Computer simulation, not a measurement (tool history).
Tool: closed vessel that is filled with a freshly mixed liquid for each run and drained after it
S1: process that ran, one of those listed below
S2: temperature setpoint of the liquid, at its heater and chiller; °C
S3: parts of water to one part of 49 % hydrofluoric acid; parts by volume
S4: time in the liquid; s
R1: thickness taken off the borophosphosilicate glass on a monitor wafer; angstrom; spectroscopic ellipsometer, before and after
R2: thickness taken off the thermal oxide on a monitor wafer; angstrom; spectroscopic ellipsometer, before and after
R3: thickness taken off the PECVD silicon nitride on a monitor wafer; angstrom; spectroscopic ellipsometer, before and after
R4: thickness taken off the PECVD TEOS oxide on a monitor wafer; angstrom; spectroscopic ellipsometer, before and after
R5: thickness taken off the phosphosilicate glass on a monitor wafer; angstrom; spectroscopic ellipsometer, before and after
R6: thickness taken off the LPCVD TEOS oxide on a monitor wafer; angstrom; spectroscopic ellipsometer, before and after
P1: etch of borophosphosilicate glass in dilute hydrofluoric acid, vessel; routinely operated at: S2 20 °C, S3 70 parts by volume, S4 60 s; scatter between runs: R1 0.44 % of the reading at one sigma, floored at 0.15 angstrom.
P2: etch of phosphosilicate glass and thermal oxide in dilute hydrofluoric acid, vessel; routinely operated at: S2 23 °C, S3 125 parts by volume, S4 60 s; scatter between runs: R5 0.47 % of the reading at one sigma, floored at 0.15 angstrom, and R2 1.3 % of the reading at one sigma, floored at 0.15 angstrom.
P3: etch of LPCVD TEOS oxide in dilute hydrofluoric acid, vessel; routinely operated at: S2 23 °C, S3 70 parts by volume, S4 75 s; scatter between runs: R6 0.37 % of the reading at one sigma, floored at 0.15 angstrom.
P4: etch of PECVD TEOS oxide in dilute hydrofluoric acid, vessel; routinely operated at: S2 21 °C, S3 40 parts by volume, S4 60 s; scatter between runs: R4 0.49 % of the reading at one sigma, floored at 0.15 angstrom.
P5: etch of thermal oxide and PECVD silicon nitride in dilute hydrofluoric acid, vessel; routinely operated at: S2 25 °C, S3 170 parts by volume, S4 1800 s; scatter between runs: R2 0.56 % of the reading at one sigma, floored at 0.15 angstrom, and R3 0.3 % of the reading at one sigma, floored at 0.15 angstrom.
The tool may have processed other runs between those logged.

| run | hour | S1 | S2 | S3 | S4 | R1 | R2 | R3 | R4 | R5 | R6 |
|---|---|---|---|---|---|---|---|---|---|---|---|
| 1 | 13 | P1 | 20 | 70 | 60 | 361.9 |  |  |  |  |  |
| 2 | 21.1 | P1 | 17 | 70 | 60 | 320.2 |  |  |  |  |  |
| 3 | 33 | P1 | 25.5 | 70 | 60 | 453.92 |  |  |  |  |  |
| 4 | 39.2 | P5 | 25 | 170 | 2835 |  | 812.29 | 310.81 |  |  |  |
| 5 | 52.2 | P4 | 21 | 60 | 60 |  |  |  | 212.24 |  |  |
| 6 | 61.4 | P1 | 20 | 70 | 60 | 363.75 |  |  |  |  |  |
| 7 | 67.8 | P2 | 18.5 | 125 | 60 |  | 17.322 |  |  | 447.22 |  |
| 8 | 74.6 | P4 | 21 | 40 | 60 |  |  |  | 324.74 |  |  |
| 9 | 81.7 | P4 | 17 | 40 | 60 |  |  |  | 275.9 |  |  |
| 10 | 90.1 | P5 | 25 | 310 | 1800 |  | 243.75 | 109.04 |  |  |  |
| 11 | 101.1 | P1 | 20 | 70 | 60 | 358.95 |  |  |  |  |  |
| 12 | 114 | P1 | 20 | 25 | 60 | 1067.5 |  |  |  |  |  |
| 13 | 121.4 | P2 | 23 | 180 | 60 |  | 13.484 |  |  | 346.67 |  |
| 14 | 132.1 | P3 | 17 | 70 | 75 |  |  |  |  |  | 268.46 |
| 15 | 143.2 | P4 | 21 | 40 | 60 |  |  |  | 325.09 |  |  |
| 16 | 151.1 | P1 | 20 | 70 | 115 | 692.31 |  |  |  |  |  |
| 17 | 160.3 | P5 | 32 | 170 | 1800 |  | 656.16 | 304.06 |  |  |  |
| 18 | 167.8 | P3 | 23 | 70 | 40 |  |  |  |  |  | 184.32 |
| 19 | 178 | P1 | 20 | 70 | 60 | 358.97 |  |  |  |  |  |
| 20 | 185.9 | P5 | 25 | 170 | 1800 |  | 510.58 | 197.03 |  |  |  |
| 21 | 197.5 | P1 | 20 | 70 | 30 | 182.33 |  |  |  |  |  |
| 22 | 208.6 | P1 | 20 | 70 | 60 | 364.22 |  |  |  |  |  |
| 23 | 217.4 | P1 | 24 | 70 | 85 | 608.49 |  |  |  |  |  |
| 24 | 227 | P1 | 20 | 70 | 60 | 358.99 |  |  |  |  |  |
| 25 | 234.3 | P3 | 23 | 110 | 75 |  |  |  |  |  | 209.32 |
| 26 | 243 | P3 | 23 | 70 | 75 |  |  |  |  |  | 347.02 |
| 27 | 250.2 | P2 | 23 | 125 | 95 |  | 32.262 |  |  | 841.72 |  |
| 28 | 256.4 | P2 | 23 | 125 | 60 |  | 21.004 |  |  | 534.88 |  |
| 29 | 267.3 | P1 | 20 | 105 | 60 | 233.02 |  |  |  |  |  |
| 30 | 280.2 | P4 | 21 | 40 | 30 |  |  |  | 164.82 |  |  |
| 31 | 290 | P1 | 20 | 70 | 60 | 363 |  |  |  |  |  |
| 32 | 296.7 | P1 | 20 | 70 | 60 | 372.88 |  |  |  |  |  |
| 33 | 308.5 | P1 | 20 | 70 | 60 | 388.69 |  |  |  |  |  |
| 34 | 317.3 | P1 | 20 | 70 | 60 | 390.1 |  |  |  |  |  |
| 35 | 330.6 | P1 | 20 | 70 | 60 | 391.86 |  |  |  |  |  |
| 36 | 338.9 | P1 | 20 | 70 | 60 | 394.87 |  |  |  |  |  |
| 37 | 352.4 | P1 | 20 | 70 | 60 | 395.22 |  |  |  |  |  |

Something has made what P1 gives creep away from where it was; the 2 causes below, each at its own stated size, fit the log equally well:
A: liquid hotter than its thermometer reads (K) = 2.21
B: hydrofluoric acid flow above the setpoint (%) = 8.84
The onset of the drift is placed at about hour 290.

4 check runs are offered, one wafer each, their results left as question marks. Which one tells the causes apart?
| check 1 | 365.9 | P2 | 23 | 125 | 60 |  | ? |  |  | ? |  |
| check 2 | 365.9 | P4 | 21 | 40 | 60 |  |  |  | ? |  |  |
| check 3 | 365.9 | P5 | 25 | 170 | 1800 |  | ? | ? |  |  |  |
| check 4 | 365.9 | P3 | 23 | 70 | 75 |  |  |  |  |  | ? |

How each check would come out, cause by cause:
| check | result | if A | if B |
|---|---|---|---|
| check 1 | R2 | 22.722 | 22.964 |
| check 1 | R5 | 579.54 | 585.71 |
| check 2 | R4 | 359.61 | 358.08 |
| check 3 | R2 | 558.81 | 569.59 |
| check 3 | R3 | 227.14 | 215.08 |
| check 4 | R6 | 378.13 | 379.08 |
Gap, in per cent, between the two causes that each check separates least, read from the result that separates them most: check 1 1.06 %; check 2 0.43 %; check 3 5.46 %; check 4 0.25 %
Check 3 tells the causes apart: in the others they would give nearly the same result.

After running check 3, the following was obtained: R2 576.66 angstrom; R3 214.6 angstrom. Which cause does this point to?

It was cause B: hydrofluoric acid flow above the setpoint (%).
